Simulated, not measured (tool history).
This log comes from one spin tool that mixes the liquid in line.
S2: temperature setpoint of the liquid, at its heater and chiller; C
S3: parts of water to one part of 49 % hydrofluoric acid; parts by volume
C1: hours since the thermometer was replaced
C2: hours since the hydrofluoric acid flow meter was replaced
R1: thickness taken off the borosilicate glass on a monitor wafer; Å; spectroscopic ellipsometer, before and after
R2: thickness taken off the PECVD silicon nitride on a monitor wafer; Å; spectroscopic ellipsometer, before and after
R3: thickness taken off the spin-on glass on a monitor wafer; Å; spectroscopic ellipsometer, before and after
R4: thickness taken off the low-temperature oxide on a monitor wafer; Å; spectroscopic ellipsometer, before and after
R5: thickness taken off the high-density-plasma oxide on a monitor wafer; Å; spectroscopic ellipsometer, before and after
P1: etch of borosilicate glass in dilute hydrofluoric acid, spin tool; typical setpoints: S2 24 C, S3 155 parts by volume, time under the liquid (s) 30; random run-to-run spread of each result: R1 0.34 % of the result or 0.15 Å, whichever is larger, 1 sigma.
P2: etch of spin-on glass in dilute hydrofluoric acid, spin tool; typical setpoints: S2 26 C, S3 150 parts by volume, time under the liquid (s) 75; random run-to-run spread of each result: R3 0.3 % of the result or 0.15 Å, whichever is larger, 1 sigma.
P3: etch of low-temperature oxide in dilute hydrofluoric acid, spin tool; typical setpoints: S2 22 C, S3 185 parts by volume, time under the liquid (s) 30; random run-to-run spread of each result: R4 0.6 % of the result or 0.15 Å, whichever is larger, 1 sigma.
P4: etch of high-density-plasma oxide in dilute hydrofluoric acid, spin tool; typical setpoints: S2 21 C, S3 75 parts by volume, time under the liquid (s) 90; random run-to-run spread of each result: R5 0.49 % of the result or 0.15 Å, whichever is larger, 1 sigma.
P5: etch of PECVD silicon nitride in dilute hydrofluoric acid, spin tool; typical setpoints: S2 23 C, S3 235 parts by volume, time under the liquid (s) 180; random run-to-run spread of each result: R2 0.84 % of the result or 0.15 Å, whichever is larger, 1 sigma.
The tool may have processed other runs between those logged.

{"run": 1, "hour": 9.0, "process that ran": "P1", "S2": 24, "S3": 155, "time under the liquid (s)": 30, "C1": 1042.6, "C2": 409.1, "R1": 67.244}
{"run": 2, "hour": 16.3, "process that ran": "P5", "S2": 23, "S3": 235, "time under the liquid (s)": 180, "C1": 1049.9, "C2": 416.4, "R2": 27.791}
{"run": 3, "hour": 26.2, "process that ran": "P1", "S2": 32, "S3": 285, "time under the liquid (s)": 30, "C1": 1059.8, "C2": 426.3, "R1": 41.566}
{"run": 4, "hour": 33.3, "process that ran": "P1", "S2": 30.5, "S3": 155, "time under the liquid (s)": 30, "C1": 1066.9, "C2": 433.4, "R1": 84.792}
{"run": 5, "hour": 41.3, "process that ran": "P2", "S2": 26, "S3": 150, "time under the liquid (s)": 75, "C1": 1074.9, "C2": 441.4, "R3": 161.56}
{"run": 6, "hour": 47.5, "process that ran": "P5", "S2": 23, "S3": 50, "time under the liquid (s)": 180, "C1": 1081.1, "C2": 447.6, "R2": 128.79}
{"run": 7, "hour": 53.2, "process that ran": "P3", "S2": 22, "S3": 80, "time under the liquid (s)": 30, "C1": 1086.8, "C2": 453.3, "R4": 109.24}
{"run": 8, "hour": 63.3, "process that ran": "P1", "S2": 24, "S3": 255, "time under the liquid (s)": 15, "C1": 1096.9, "C2": 463.4, "R1": 18.166}
{"run": 9, "hour": 69.2, "process that ran": "P1", "S2": 24, "S3": 155, "time under the liquid (s)": 15, "C1": 1102.8, "C2": 469.3, "R1": 33.575}
{"run": 10, "hour": 78.9, "process that ran": "P1", "S2": 18, "S3": 155, "time under the liquid (s)": 30, "C1": 1112.5, "C2": 479, "R1": 52.974}
{"run": 11, "hour": 86.2, "process that ran": "P4", "S2": 21, "S3": 75, "time under the liquid (s)": 90, "C1": 1119.8, "C2": 486.3, "R5": 110.49}
{"run": 12, "hour": 92.4, "process that ran": "P4", "S2": 28, "S3": 75, "time under the liquid (s)": 90, "C1": 1126, "C2": 492.5, "R5": 146.21}
{"run": 13, "hour": 100.0, "process that ran": "P5", "S2": 23, "S3": 235, "time under the liquid (s)": 180, "C1": 1133.6, "C2": 500.1, "R2": 28.051}
{"run": 14, "hour": 106.2, "process that ran": "P2", "S2": 26, "S3": 150, "time under the liquid (s)": 35, "C1": 1139.8, "C2": 506.3, "R3": 76.159}
{"run": 15, "hour": 113.1, "process that ran": "P2", "S2": 19, "S3": 150, "time under the liquid (s)": 75, "C1": 1146.7, "C2": 513.2, "R3": 123.47}
{"run": 16, "hour": 119.6, "process that ran": "P1", "S2": 29.5, "S3": 155, "time under the liquid (s)": 15, "C1": 1153.2, "C2": 519.7, "R1": 41.144}
{"run": 17, "hour": 128.1, "process that ran": "P1", "S2": 24, "S3": 35, "time under the liquid (s)": 30, "C1": 1161.7, "C2": 528.2, "R1": 342.84}
{"run": 18, "hour": 133.2, "process that ran": "P3", "S2": 22, "S3": 185, "time under the liquid (s)": 30, "C1": 1166.8, "C2": 533.3, "R4": 41.678}
{"run": 19, "hour": 143.1, "process that ran": "P2", "S2": 26, "S3": 225, "time under the liquid (s)": 75, "C1": 1176.7, "C2": 543.2, "R3": 99.344}
{"run": 20, "hour": 148.4, "process that ran": "P3", "S2": 17, "S3": 185, "time under the liquid (s)": 30, "C1": 1182, "C2": 548.5, "R4": 34.878}
{"run": 21, "hour": 155.7, "process that ran": "P1", "S2": 24, "S3": 155, "time under the liquid (s)": 30, "C1": 1189.3, "C2": 555.8, "R1": 66.547}
{"run": 22, "hour": 163.8, "process that ran": "P4", "S2": 21, "S3": 75, "time under the liquid (s)": 15, "C1": 1197.4, "C2": 563.9, "R5": 18.629}
{"run": 23, "hour": 171.9, "process that ran": "P3", "S2": 22, "S3": 185, "time under the liquid (s)": 15, "C1": 1205.5, "C2": 572, "R4": 21.05}
{"run": 24, "hour": 177.2, "process that ran": "P4", "S2": 21, "S3": 75, "time under the liquid (s)": 90, "C1": 1210.8, "C2": 577.3, "R5": 110.59}
{"run": 25, "hour": 187.5, "process that ran": "P4", "S2": 21, "S3": 135, "time under the liquid (s)": 90, "C1": 1221.1, "C2": 587.6, "R5": 57.334}
{"run": 26, "hour": 194.4, "process that ran": "P5", "S2": 17, "S3": 235, "time under the liquid (s)": 180, "C1": 1228, "C2": 594.5, "R2": 19.153}
{"run": 27, "hour": 202.7, "process that ran": "P1", "S2": 24, "S3": 155, "time under the liquid (s)": 60, "C1": 1236.3, "C2": 602.8, "R1": 134.34}
{"run": 28, "hour": 210.6, "process that ran": "P1", "S2": 24, "S3": 155, "time under the liquid (s)": 30, "C1": 1244.2, "C2": 610.7, "R1": 66.78}
{"run": 29, "hour": 218.8, "process that ran": "P2", "S2": 26, "S3": 150, "time under the liquid (s)": 75, "C1": 1252.4, "C2": 618.9, "R3": 162.02}
{"run": 30, "hour": 223.5, "process that ran": "P5", "S2": 23, "S3": 235, "time under the liquid (s)": 75, "C1": 1257.1, "C2": 623.6, "R2": 11.632}
{"run": 31, "hour": 231.5, "process that ran": "P3", "S2": 22, "S3": 185, "time under the liquid (s)": 30, "C1": 1265.1, "C2": 631.6, "R4": 42.102}
{"run": 32, "hour": 242.0, "process that ran": "P1", "S2": 24, "S3": 155, "time under the liquid (s)": 30, "C1": 1275.6, "C2": 642.1, "R1": 66.633}
{"run": 33, "hour": 247.5, "process that ran": "P1", "S2": 24, "S3": 245, "time under the liquid (s)": 30, "C1": 1281.1, "C2": 647.6, "R1": 38.589}
{"run": 34, "hour": 252.2, "process that ran": "P1", "S2": 24, "S3": 155, "time under the liquid (s)": 30, "C1": 1285.8, "C2": 652.3, "R1": 67.383}
{"run": 35, "hour": 260.0, "process that ran": "P1", "S2": 24, "S3": 155, "time under the liquid (s)": 30, "C1": 1293.6, "C2": 660.1, "R1": 66.948}
{"run": 36, "hour": 267.1, "process that ran": "P1", "S2": 24, "S3": 155, "time under the liquid (s)": 30, "C1": 1300.7, "C2": 667.2, "R1": 64.904}
{"run": 37, "hour": 273.0, "process that ran": "P1", "S2": 24, "S3": 155, "time under the liquid (s)": 30, "C1": 1306.6, "C2": 673.1, "R1": 63.689}
{"run": 38, "hour": 282.3, "process that ran": "P1", "S2": 24, "S3": 155, "time under the liquid (s)": 30, "C1": 1315.9, "C2": 682.4, "R1": 62.343}
{"run": 39, "hour": 291.4, "process that ran": "P1", "S2": 24, "S3": 155, "time under the liquid (s)": 30, "C1": 1325, "C2": 691.5, "R1": 61.658}
{"run": 40, "hour": 301.0, "process that ran": "P1", "S2": 24, "S3": 155, "time under the liquid (s)": 30, "C1": 1334.6, "C2": 701.1, "R1": 61.452}
{"run": 41, "hour": 309.0, "process that ran": "P1", "S2": 24, "S3": 155, "time under the liquid (s)": 30, "C1": 1342.6, "C2": 709.1, "R1": 61.307}
{"run": 42, "hour": 314.6, "process that ran": "P1", "S2": 24, "S3": 155, "time under the liquid (s)": 30, "C1": 1348.2, "C2": 714.7, "R1": 61.379}
{"run": 43, "hour": 319.4, "process that ran": "P1", "S2": 24, "S3": 155, "time under the liquid (s)": 30, "C1": 1353, "C2": 719.5, "R1": 61.286}

Something has made what P1 gives creep away from where it was; the 2 causes below, each at its own stated size, fit the log equally well:
A: hydrofluoric acid flow below the setpoint (%) = 6.82
B: liquid colder than its thermometer reads (K) = 2.17
The drift started at roughly hour 260.

Which of the 4 check runs listed below, each an average over 3 wafers with its results shown as question marks, gives clearly different results under the different listed causes?
{"run": "check 1", "hour": 324.2, "process that ran": "P5", "S2": 17.5, "S3": 235, "time under the liquid (s)": 85, "R2": "?"}
{"run": "check 2", "hour": 324.2, "process that ran": "P3", "S2": 17.5, "S3": 185, "time under the liquid (s)": 30, "R4": "?"}
{"run": "check 3", "hour": 324.2, "process that ran": "P4", "S2": 21, "S3": 130, "time under the liquid (s)": 15, "R5": "?"}
{"run": "check 4", "hour": 324.2, "process that ran": "P2", "S2": 22, "S3": 195, "time under the liquid (s)": 75, "R3": "?"}

Predicted outcomes, by check and by cause:
check=check_1 result=R2 if_A=8.6775 if_B=8.0261
check=check_2 result=R4 if_A=32.445 if_B=32.299
check=check_3 result=R5 if_A=9.2358 if_B=9.1754
check=check_4 result=R3 if_A=93.707 if_B=93.898
Per check, the gap between the least separated pair of causes, taken in the result that splits them most: check 1 7.8 %; check 2 0.45 %; check 3 0.66 %; check 4 0.2 %
Of the check runs offered, only check 1 discriminates between the causes; the rest would read about the same regardless of which cause applies.

Here is what check 1 returned: R2 8.8164 Å. Which cause is it?

It was cause A: hydrofluoric acid flow below the setpoint (%).
